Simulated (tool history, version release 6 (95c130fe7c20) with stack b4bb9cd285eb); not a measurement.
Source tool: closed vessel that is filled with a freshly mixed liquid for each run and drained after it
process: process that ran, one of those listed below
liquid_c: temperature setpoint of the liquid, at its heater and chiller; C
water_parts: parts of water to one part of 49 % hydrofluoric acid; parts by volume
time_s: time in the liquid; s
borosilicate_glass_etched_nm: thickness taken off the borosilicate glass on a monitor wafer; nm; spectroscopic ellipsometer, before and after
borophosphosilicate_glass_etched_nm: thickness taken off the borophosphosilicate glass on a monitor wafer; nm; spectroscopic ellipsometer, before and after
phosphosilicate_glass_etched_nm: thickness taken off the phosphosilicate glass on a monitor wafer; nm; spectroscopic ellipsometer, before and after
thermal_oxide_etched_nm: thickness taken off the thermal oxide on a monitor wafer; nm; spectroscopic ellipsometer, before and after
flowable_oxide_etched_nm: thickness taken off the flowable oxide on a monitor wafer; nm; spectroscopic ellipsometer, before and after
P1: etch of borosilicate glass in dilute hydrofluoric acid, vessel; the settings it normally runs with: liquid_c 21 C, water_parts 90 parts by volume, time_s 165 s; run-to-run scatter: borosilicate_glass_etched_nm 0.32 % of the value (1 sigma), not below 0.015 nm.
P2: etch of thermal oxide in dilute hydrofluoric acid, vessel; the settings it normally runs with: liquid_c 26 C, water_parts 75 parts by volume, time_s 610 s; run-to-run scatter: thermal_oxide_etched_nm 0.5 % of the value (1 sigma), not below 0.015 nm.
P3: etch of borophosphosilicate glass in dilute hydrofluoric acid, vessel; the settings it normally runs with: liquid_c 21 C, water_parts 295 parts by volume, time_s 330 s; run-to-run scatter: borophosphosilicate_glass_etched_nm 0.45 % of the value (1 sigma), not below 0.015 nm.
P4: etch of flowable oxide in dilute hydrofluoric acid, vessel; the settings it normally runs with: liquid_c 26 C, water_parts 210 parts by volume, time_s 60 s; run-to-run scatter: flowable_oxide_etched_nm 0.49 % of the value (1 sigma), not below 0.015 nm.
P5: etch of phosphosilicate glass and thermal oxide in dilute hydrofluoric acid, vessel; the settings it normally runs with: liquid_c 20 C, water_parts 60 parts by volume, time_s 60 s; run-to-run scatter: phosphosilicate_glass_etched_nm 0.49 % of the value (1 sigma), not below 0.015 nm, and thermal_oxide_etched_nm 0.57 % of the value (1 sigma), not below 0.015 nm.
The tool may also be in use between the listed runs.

run	hour	process	liquid_c	water_parts	time_s	borosilicate_glass_etched_nm	borophosphosilicate_glass_etched_nm	phosphosilicate_glass_etched_nm	thermal_oxide_etched_nm	flowable_oxide_etched_nm
1	4.6	P1	21	90	165	39.814				
2	11.8	P1	21	90	165	39.708				
3	15.8	P3	21	295	75		8.1981			
4	21.2	P3	21	535	330		16.403			
5	27.7	P1	21	90	165	39.759				
6	31.5	P1	21	150	165	22.201				
7	37.9	P1	17	90	165	33.754				
8	45.4	P5	24.5	60	60			221.12	5.305	
# hour 49.3: thermometer replaced
9	52.1	P2	26	75	1125				77.245	
10	58.5	P1	21	20	165	195.33				
11	62.7	P1	26	90	165	48.763				
12	70.1	P1	21	90	285	68.489				
13	73.3	P4	26	65	60					34.18
14	78.9	P1	21	90	30	7.2573				
15	85.3	P1	21	90	165	39.582				
16	90.3	P1	21	90	165	40.034				
17	96.8	P1	21	90	165	39.561				
18	103.3	P1	21	90	165	39.717				
19	110.7	P1	26.5	90	30	9.0389				
20	118.1	P2	33	75	610				54.782	
21	123.1	P5	20	60	30			92.062	2.1841	
22	126.5	P2	26	130	610				22.29	
23	131.2	P5	20	100	60			105.91	2.484	
24	136.9	P2	26	75	610				41.836	
25	143.4	P5	20	60	60			184.07	4.2821	
26	148.6	P3	21	295	330		36.036			
27	152.5	P4	26	210	60					8.794
28	156	P3	21	295	330		36.247			
29	162.9	P4	31	210	60					10.4
30	168.4	P3	27.5	295	330		45.261			
31	172.5	P2	26	75	610				41.772	
32	177	P4	26	210	105					15.357
33	181.9	P1	21	90	165	39.893				
34	186	P1	21	90	165	38.814				
35	191.7	P1	21	90	165	37.927				
36	194.9	P1	21	90	165	37.65				
37	199.6	P1	21	90	165	37.177				
38	204.6	P1	21	90	165	36.725				
39	210.4	P1	21	90	165	36.513				
40	217	P1	21	90	165	36.707				
41	220.5	P1	21	90	165	36.632				
42	227.5	P1	21	90	165	36.528				
43	232.9	P1	21	90	165	36.531				

P1 no longer gives what it gave before; its output has crept away from where it was. The following 2 causes, each at its listed size, fit the log equally well:
A: liquid colder than its thermometer reads (K) = 2.13
B: hydrofluoric acid flow below the setpoint (%) = 7.64
The gradual shift began around hour 181.9.

Question marks stand in for the results of the 4 check runs listed below, each run on one wafer. Under which run would the listed causes show clearly different results?
check 1	238.3	P5	24	60	60			?	?	
check 2	238.3	P3	27	295	330		?			
check 3	238.3	P4	26	95	100					?
check 4	238.3	P2	30.5	75	610				?	

How each check would come out, cause by cause:
check	result	if A	if B
check 1	phosphosilicate_glass_etched_nm	198.99	199.35
check 1	thermal_oxide_etched_nm	4.6793	4.6879
check 2	borophosphosilicate_glass_etched_nm	41.5	40.188
check 3	flowable_oxide_etched_nm	34.105	33.913
check 4	thermal_oxide_etched_nm	45.866	45.565
Gap, in per cent, between the two causes that each check separates least, read from the result that separates them most: check 1 0.18 %; check 2 3.21 %; check 3 0.56 %; check 4 0.66 %
Check 2 distinguishes between the causes, while the remaining checks would return nearly the same result for all of them.

Check 2 has now been run. It gave: borophosphosilicate_glass_etched_nm 41.76 nm. Which of the candidate causes is it?

The cause is A: liquid colder than its thermometer reads (K).

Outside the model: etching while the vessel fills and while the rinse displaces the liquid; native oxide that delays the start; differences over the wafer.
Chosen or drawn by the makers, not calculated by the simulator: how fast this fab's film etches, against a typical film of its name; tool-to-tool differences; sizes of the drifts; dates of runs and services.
